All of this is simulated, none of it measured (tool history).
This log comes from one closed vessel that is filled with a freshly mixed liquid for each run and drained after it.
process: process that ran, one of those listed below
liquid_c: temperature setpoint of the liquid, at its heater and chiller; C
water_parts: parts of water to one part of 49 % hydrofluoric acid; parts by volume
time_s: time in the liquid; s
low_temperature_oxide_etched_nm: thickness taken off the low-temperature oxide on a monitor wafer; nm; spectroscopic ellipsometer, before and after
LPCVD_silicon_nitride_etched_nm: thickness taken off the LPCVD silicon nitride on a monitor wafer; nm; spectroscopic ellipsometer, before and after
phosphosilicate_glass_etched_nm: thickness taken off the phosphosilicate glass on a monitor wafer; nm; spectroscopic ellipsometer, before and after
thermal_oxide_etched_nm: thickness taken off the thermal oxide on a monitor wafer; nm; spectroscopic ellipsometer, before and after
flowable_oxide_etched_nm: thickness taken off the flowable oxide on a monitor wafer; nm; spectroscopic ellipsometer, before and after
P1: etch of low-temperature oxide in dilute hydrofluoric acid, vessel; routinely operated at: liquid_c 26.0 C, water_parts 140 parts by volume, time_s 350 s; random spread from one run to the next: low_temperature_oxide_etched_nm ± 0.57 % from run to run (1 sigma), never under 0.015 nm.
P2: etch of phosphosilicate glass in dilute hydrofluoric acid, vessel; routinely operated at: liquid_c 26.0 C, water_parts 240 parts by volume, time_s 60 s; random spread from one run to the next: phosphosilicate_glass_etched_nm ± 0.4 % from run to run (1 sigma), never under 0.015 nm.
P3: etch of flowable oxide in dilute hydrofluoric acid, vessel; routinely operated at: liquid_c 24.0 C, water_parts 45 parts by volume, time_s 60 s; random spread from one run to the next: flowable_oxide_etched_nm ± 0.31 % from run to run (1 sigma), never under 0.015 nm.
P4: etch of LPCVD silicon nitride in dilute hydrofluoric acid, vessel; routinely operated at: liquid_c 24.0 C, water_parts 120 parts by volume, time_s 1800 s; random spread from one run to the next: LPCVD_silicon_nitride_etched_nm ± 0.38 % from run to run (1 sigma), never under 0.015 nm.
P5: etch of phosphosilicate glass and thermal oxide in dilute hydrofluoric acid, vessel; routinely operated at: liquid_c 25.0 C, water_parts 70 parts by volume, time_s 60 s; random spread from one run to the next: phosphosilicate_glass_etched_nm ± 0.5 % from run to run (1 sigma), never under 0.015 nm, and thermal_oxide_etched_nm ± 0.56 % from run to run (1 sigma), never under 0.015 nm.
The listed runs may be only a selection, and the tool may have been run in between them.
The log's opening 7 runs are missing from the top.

run   hour  process  liquid_c  water_parts  time_s  hours since the thermometer was replaced  hours since the hydrofluoric acid flow meter was replaced  low_temperature_oxide_etched_nm  LPCVD_silicon_nitride_etched_nm  phosphosilicate_glass_etched_nm  thermal_oxide_etched_nm  flowable_oxide_etched_nm
  8   86.2       P1      32.0          140     580                                    1641.0                                                     1180.7                          89.2800
  9   95.2       P3      24.0           70      60                                    1650.0                                                     1189.7                                                                                                                                                54.748
 10  106.7       P1      32.5          140     350                                    1661.5                                                     1201.2                          54.3000
 11  120.5       P1      26.0          140     505                                    1675.3                                                     1215.0                          62.1800
 12  129.8       P2      19.5          240      60                                    1684.6                                                     1224.3                                                                                             36.713
 13  141.2       P4      24.0          120    2615                                    1696.0                                                     1235.7                                                            9.8220
 14  150.2       P3      24.0           45      60                                    1705.0                                                     1244.7                                                                                                                                                88.096
 15  159.3       P5      25.0           70      60                                    1714.1                                                     1253.8                                                                                            137.840                   4.5117
 16  173.3       P5      30.5           70      60                                    1728.1                                                     1267.8                                                                                            170.050                   5.7050
 17  185.2       P1      26.0           80     600                                    1740.0                                                     1279.7                         138.5900
 18  199.1       P4      24.0          120    1800                                    1753.9                                                     1293.6                                                            6.7617
 19  205.4       P1      26.0           75     350                                    1760.2                                                     1299.9                          87.4610
 20  216.1       P1      26.0          140     350                                    1770.9                                                     1310.6                          43.4340
 21  226.2       P4      24.0           45    1800                                    1781.0                                                     1320.7                                                           17.7160
 22  239.2       P2      26.0          240     120                                    1794.0                                                     1333.7                                                                                             93.346
 23  251.9       P1      22.5          140     520                                    1806.7                                                     1346.4                          55.8390
 24  265.3       P1      26.0          140     350                                    1820.1                                                     1359.8                          43.4090
 25  275.3       P5      25.0           70      60                                    1830.1                                                     1369.8                                                                                            136.630                   4.5187
 26  285.4       P3      24.0           45      60                                    1840.2                                                     1379.9                                                                                                                                                88.152

Run 27 comes next. What will it give?
 27  297.0       P4      17.0          120    1800                                    1851.8                                                     1391.5                                                                 ?

Run 27 came out at LPCVD_silicon_nitride_etched_nm 4.2185 nm.
